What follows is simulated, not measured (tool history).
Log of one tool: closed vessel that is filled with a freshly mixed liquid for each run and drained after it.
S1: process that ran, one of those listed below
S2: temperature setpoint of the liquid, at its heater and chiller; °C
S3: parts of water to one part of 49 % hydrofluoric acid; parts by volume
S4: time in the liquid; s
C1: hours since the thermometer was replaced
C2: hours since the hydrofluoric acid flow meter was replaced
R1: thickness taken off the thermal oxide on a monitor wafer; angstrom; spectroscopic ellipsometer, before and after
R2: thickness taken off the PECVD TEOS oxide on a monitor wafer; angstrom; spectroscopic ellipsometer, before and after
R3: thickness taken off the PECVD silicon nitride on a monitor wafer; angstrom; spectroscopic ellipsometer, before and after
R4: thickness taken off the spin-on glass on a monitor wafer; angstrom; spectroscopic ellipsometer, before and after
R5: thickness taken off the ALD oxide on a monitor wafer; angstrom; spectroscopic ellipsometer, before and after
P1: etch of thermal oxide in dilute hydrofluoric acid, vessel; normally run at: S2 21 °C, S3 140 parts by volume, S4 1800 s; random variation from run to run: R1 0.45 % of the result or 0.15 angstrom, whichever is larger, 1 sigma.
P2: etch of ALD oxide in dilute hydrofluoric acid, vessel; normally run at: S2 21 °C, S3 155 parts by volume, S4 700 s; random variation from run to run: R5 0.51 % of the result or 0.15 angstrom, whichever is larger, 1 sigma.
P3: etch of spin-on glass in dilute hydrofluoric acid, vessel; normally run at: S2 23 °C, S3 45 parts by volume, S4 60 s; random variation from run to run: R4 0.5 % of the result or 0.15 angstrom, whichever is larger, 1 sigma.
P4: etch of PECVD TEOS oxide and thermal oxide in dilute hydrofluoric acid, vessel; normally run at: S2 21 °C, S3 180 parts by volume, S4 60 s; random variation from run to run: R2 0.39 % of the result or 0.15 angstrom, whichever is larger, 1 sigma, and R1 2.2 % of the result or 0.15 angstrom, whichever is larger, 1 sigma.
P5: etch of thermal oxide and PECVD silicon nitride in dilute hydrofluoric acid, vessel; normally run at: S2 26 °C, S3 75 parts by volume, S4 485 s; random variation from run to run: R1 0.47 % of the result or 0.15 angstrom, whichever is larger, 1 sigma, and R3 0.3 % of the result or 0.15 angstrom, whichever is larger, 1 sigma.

| run | hour | S1 | S2 | S3 | S4 | C1 | C2 | R1 | R2 | R3 | R4 | R5 |
|---|---|---|---|---|---|---|---|---|---|---|---|---|
| 1 | 6.6 | P1 | 21 | 140 | 1800 | 700.3 | 577.8 | 511.88 |  |  |  |  |
| 2 | 12.1 | P4 | 21 | 180 | 120 | 705.8 | 583.3 | 24.826 | 150.41 |  |  |  |
| 3 | 18.1 | P1 | 21 | 140 | 240 | 711.8 | 589.3 | 68.213 |  |  |  |  |
| 4 | 21.9 | P1 | 17 | 140 | 1800 | 715.6 | 593.1 | 432.16 |  |  |  |  |
| 5 | 29.7 | P5 | 26 | 75 | 485 | 723.4 | 600.9 | 337.64 |  | 199.72 |  |  |
| 6 | 36.6 | P1 | 21 | 140 | 3540 | 730.3 | 607.8 | 1006.7 |  |  |  |  |
| 7 | 44.1 | P1 | 21 | 210 | 1800 | 737.8 | 615.3 | 315.77 |  |  |  |  |
| 8 | 51.5 | P5 | 26 | 75 | 485 | 745.2 | 622.7 | 343.27 |  | 199.9 |  |  |
| 9 | 57.7 | P4 | 21 | 180 | 60 | 751.4 | 628.9 | 11.727 | 75.292 |  |  |  |
| 10 | 64.2 | P3 | 18.5 | 45 | 60 | 757.9 | 635.4 |  |  |  | 408.61 |  |
| 11 | 71.1 | P1 | 27.5 | 45 | 1800 | 764.8 | 642.3 | 2327 |  |  |  |  |
| 12 | 77.9 | P3 | 23 | 45 | 30 | 771.6 | 649.1 |  |  |  | 249.04 |  |
| 13 | 85.3 | P1 | 21 | 140 | 1800 | 779 | 656.5 | 508.04 |  |  |  |  |
| 14 | 91.9 | P1 | 27 | 140 | 1800 | 785.6 | 663.1 | 634.79 |  |  |  |  |
| 15 | 100.3 | P5 | 26 | 25 | 485 | 794 | 671.5 | 1094.6 |  | 585.75 |  |  |
| 16 | 104.9 | P4 | 21 | 180 | 60 | 798.6 | 676.1 | 12.019 | 75.992 |  |  |  |
| 17 | 108.8 | P2 | 21 | 155 | 700 | 802.5 | 680 |  |  |  |  | 478.25 |
| 18 | 115.8 | P2 | 25.5 | 155 | 700 | 809.5 | 687 |  |  |  |  | 565.95 |
| 19 | 123.7 | P3 | 23 | 60 | 60 | 817.4 | 694.9 |  |  |  | 368.07 |  |
| 20 | 128.4 | P3 | 23 | 45 | 60 | 822.1 | 699.6 |  |  |  | 498.83 |  |
| 21 | 136.5 | P5 | 26 | 75 | 815 | 830.2 | 707.7 | 572.49 |  | 334.98 |  |  |
| 22 | 143.5 | P2 | 21 | 155 | 1300 | 837.2 | 714.7 |  |  |  |  | 889.39 |
| 23 | 148.6 | P4 | 21 | 260 | 60 | 842.3 | 719.8 | 7.4916 | 48.575 |  |  |  |
| 24 | 155 | P5 | 20 | 75 | 485 | 848.7 | 726.2 | 266.58 |  | 133.8 |  |  |
| 25 | 159.4 | P1 | 21 | 140 | 1800 | 853.1 | 730.6 | 509.21 |  |  |  |  |
| 26 | 165.7 | P2 | 21 | 220 | 700 | 859.4 | 736.9 |  |  |  |  | 317.2 |
| 27 | 170.7 | P3 | 23 | 45 | 60 | 864.4 | 741.9 |  |  |  | 498.46 |  |
| 28 | 178.7 | P1 | 21 | 140 | 1800 | 872.4 | 749.9 | 507.88 |  |  |  |  |
| 29 | 187.1 | P4 | 17 | 180 | 60 | 880.8 | 758.3 | 10.27 | 64.479 |  |  |  |
| 30 | 191.9 | P1 | 21 | 75 | 1800 | 885.6 | 763.1 | 1022 |  |  |  |  |
| 31 | 197.8 | P1 | 21 | 140 | 1800 | 891.5 | 769 | 512.31 |  |  |  |  |

Forecast run 32:
| 32 | 206.2 | P1 | 21 | 140 | 1800 | 899.9 | 777.4 | ? |  |  |  |  |

R1: 487.5 angstrom
